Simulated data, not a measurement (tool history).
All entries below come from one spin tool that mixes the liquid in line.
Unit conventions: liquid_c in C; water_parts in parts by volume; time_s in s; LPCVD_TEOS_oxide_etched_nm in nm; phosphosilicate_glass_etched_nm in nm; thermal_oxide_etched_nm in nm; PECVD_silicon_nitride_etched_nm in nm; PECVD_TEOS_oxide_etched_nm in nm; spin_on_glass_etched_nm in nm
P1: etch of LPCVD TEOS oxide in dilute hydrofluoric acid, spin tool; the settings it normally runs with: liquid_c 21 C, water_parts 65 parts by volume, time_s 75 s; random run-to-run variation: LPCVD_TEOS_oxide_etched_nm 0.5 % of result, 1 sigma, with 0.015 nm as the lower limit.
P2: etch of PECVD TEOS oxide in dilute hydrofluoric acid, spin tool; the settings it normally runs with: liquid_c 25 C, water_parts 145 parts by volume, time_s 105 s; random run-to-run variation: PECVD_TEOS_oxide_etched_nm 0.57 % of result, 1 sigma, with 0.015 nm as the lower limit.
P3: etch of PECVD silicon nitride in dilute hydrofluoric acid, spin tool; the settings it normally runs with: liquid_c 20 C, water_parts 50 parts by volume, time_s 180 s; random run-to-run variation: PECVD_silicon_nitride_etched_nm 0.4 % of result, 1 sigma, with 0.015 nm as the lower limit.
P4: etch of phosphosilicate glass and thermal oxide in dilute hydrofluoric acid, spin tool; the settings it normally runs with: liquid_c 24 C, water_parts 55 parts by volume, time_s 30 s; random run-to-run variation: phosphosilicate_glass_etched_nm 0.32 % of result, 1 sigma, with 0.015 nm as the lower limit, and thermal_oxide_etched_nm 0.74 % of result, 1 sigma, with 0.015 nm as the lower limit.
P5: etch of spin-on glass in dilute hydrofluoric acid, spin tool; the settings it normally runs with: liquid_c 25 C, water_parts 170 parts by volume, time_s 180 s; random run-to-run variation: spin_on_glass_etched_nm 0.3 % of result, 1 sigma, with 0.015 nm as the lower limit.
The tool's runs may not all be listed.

run,hour,process,liquid_c,water_parts,time_s,LPCVD_TEOS_oxide_etched_nm,phosphosilicate_glass_etched_nm,thermal_oxide_etched_nm,PECVD_silicon_nitride_etched_nm,PECVD_TEOS_oxide_etched_nm,spin_on_glass_etched_nm
1,6.9,P1,21,65,75,43.349,,,,,
2,11.7,P4,31.5,55,30,,74.111,3.6321,,,
3,16.9,P3,20,90,180,,,,3.9729,,
4,21.1,P1,21,65,75,43.299,,,,,
5,26.7,P1,17.5,65,75,37.429,,,,,
6,33.6,P2,25,145,105,,,,,9.1699,
7,38.1,P5,25,80,180,,,,,,118.18
8,44.2,P1,28.5,65,75,59.334,,,,,
9,49.2,P2,29.5,145,105,,,,,10.765,
10,54,P5,25,170,180,,,,,,49.934
11,57.7,P1,21,105,115,39.272,,,,,
12,62.1,P1,21,85,75,32.518,,,,,
13,68.9,P4,24,55,15,,27.474,1.3767,,,
14,75.7,P1,21,65,15,8.7439,,,,,
15,82.4,P3,17,50,180,,,,5.674,,
16,87.8,P4,24,100,30,,28.354,1.3992,,,
17,91.7,P1,28,65,15,11.521,,,,,
18,96.1,P1,21,40,75,72.736,,,,,
19,102.7,P1,21,65,75,43.434,,,,,
20,106,P2,25,210,105,,,,,5.8983,
21,111.6,P1,21,65,130,75.659,,,,,
22,115.3,P4,24,55,30,,54.792,2.702,,,
23,119.9,P3,20,50,180,,,,6.9892,,
24,125.8,P5,25,170,305,,,,,,83.956
25,131.4,P2,25,145,15,,,,,1.3408,
26,138.4,P3,20,50,70,,,,2.7308,,
27,143.3,P5,17,170,180,,,,,,36.577

What will run 28 give?
28,146.4,P1,21,65,75,?,,,,,

{"run 28": {"LPCVD_TEOS_oxide_etched_nm": 43.263}}
